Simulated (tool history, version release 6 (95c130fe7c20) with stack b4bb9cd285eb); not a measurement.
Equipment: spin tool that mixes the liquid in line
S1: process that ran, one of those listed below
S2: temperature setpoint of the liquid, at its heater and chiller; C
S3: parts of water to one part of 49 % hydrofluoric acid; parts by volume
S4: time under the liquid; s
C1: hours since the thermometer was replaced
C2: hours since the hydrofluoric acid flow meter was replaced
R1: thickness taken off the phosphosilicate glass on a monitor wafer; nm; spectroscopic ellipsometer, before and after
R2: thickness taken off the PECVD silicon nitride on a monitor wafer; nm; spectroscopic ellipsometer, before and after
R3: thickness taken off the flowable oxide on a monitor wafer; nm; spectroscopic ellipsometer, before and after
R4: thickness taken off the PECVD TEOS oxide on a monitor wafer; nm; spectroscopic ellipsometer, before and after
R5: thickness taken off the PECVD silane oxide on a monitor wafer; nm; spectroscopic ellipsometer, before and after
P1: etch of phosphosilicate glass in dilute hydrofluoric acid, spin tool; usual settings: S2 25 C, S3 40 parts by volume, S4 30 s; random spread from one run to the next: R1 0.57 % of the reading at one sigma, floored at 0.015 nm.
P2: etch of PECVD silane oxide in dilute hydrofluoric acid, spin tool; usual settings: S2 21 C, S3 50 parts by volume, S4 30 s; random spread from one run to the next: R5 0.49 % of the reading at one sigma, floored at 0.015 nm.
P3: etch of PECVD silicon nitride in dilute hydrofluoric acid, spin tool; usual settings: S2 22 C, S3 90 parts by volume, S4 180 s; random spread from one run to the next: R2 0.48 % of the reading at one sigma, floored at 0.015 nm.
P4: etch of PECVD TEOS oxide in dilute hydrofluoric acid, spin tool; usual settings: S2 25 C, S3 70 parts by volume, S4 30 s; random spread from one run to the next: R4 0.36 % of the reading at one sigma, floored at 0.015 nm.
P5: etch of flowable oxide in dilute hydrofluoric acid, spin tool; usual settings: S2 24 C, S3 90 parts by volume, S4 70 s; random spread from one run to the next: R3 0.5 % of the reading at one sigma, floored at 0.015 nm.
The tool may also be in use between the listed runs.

{"run": 1, "day": 0.308, "S1": "P1", "S2": 25, "S3": 40, "S4": 30, "C1": 534, "C2": 1048.5, "R1": 131.08}
{"run": 2, "day": 0.625, "S1": "P3", "S2": 22, "S3": 90, "S4": 280, "C1": 541.6, "C2": 1056.1, "R2": 11.801}
{"run": 3, "day": 1.217, "S1": "P5", "S2": 24, "S3": 90, "S4": 70, "C1": 555.8, "C2": 1070.3, "R3": 35.052}
{"run": 4, "day": 1.533, "S1": "P1", "S2": 25, "S3": 20, "S4": 15, "C1": 563.4, "C2": 1077.9, "R1": 134.68}
{"run": 5, "day": 1.967, "S1": "P4", "S2": 25, "S3": 70, "S4": 30, "C1": 573.8, "C2": 1088.3, "R4": 6.8335}
{"run": 6, "day": 2.421, "S1": "P3", "S2": 17, "S3": 90, "S4": 180, "C1": 584.7, "C2": 1099.2, "R2": 5.3856}
{"run": 7, "day": 3.008, "S1": "P4", "S2": 25, "S3": 105, "S4": 30, "C1": 598.8, "C2": 1113.3, "R4": 4.322}
{"run": 8, "day": 3.458, "S1": "P1", "S2": 29.5, "S3": 40, "S4": 15, "C1": 609.6, "C2": 1124.1, "R1": 77.874}
{"run": 9, "day": 3.746, "S1": "P5", "S2": 24, "S3": 90, "S4": 70, "C1": 616.5, "C2": 1131, "R3": 35.355}
{"run": 10, "day": 4.154, "S1": "P5", "S2": 24, "S3": 90, "S4": 120, "C1": 626.3, "C2": 1140.8, "R3": 60.5}
{"run": 11, "day": 4.533, "S1": "P5", "S2": 32, "S3": 90, "S4": 70, "C1": 635.4, "C2": 1149.9, "R3": 48.367}
{"run": 12, "day": 4.921, "S1": "P2", "S2": 21, "S3": 70, "S4": 30, "C1": 644.7, "C2": 1159.2, "R5": 11.161}
{"run": 13, "day": 5.304, "S1": "P1", "S2": 32, "S3": 40, "S4": 30, "C1": 653.9, "C2": 1168.4, "R1": 174.68}
{"run": 14, "day": 5.908, "S1": "P1", "S2": 25, "S3": 40, "S4": 15, "C1": 668.4, "C2": 1182.9, "R1": 65.52}
{"run": 15, "day": 6.246, "S1": "P5", "S2": 24, "S3": 20, "S4": 70, "C1": 676.5, "C2": 1191, "R3": 173.06}
{"run": 16, "day": 6.767, "S1": "P4", "S2": 25, "S3": 70, "S4": 30, "C1": 689, "C2": 1203.5, "R4": 6.8195}
{"run": 17, "day": 7.054, "S1": "P3", "S2": 22, "S3": 135, "S4": 180, "C1": 695.9, "C2": 1210.4, "R2": 5.1175}
{"run": 18, "day": 7.504, "S1": "P4", "S2": 31, "S3": 70, "S4": 30, "C1": 706.7, "C2": 1221.2, "R4": 8.6849}
{"run": 19, "day": 7.85, "S1": "P3", "S2": 22, "S3": 90, "S4": 180, "C1": 715, "C2": 1229.5, "R2": 7.5795}
{"run": 20, "day": 8.362, "S1": "P4", "S2": 25, "S3": 70, "S4": 50, "C1": 727.3, "C2": 1241.8, "R4": 11.387}
{"run": 21, "day": 8.888, "S1": "P1", "S2": 25, "S3": 40, "S4": 30, "C1": 739.9, "C2": 1254.4, "R1": 130.85}
{"run": 22, "day": 9.196, "S1": "P2", "S2": 21, "S3": 50, "S4": 30, "C1": 747.3, "C2": 1261.8, "R5": 16.023}
{"run": 23, "day": 9.783, "S1": "P1", "S2": 25, "S3": 40, "S4": 30, "C1": 761.4, "C2": 1275.9, "R1": 131.77}
{"run": 24, "day": 10.146, "S1": "P1", "S2": 25, "S3": 40, "S4": 60, "C1": 770.1, "C2": 1284.6, "R1": 262.87}
{"run": 25, "day": 10.638, "S1": "P1", "S2": 25, "S3": 65, "S4": 60, "C1": 781.9, "C2": 1296.4, "R1": 156.56}
{"run": 26, "day": 10.925, "S1": "P1", "S2": 25, "S3": 40, "S4": 30, "C1": 788.8, "C2": 1303.3, "R1": 130.91}
{"run": 27, "day": 11.371, "S1": "P1", "S2": 18, "S3": 40, "S4": 30, "C1": 799.5, "C2": 1314, "R1": 97.243}
{"run": 28, "day": 11.729, "S1": "P1", "S2": 25, "S3": 65, "S4": 30, "C1": 808.1, "C2": 1322.6, "R1": 77.788}
{"run": 29, "day": 12.071, "S1": "P1", "S2": 25, "S3": 20, "S4": 30, "C1": 816.3, "C2": 1330.8, "R1": 269.37}
{"run": 30, "day": 12.496, "S1": "P2", "S2": 21, "S3": 50, "S4": 45, "C1": 826.5, "C2": 1341, "R5": 24.148}
{"run": 31, "day": 13.108, "S1": "P2", "S2": 27, "S3": 50, "S4": 30, "C1": 841.2, "C2": 1355.7, "R5": 20.504}
{"run": 32, "day": 13.483, "S1": "P1", "S2": 25, "S3": 40, "S4": 30, "C1": 850.2, "C2": 1364.7, "R1": 131.95}
{"run": 33, "day": 14.079, "S1": "P1", "S2": 25, "S3": 40, "S4": 30, "C1": 864.5, "C2": 1379, "R1": 135.2}

The next listed run, before its measurement:
{"run": 34, "day": 14.433, "S1": "P1", "S2": 25, "S3": 40, "S4": 30, "C1": 873, "C2": 1387.5, "R1": "?"}

R1: 135.54 nm
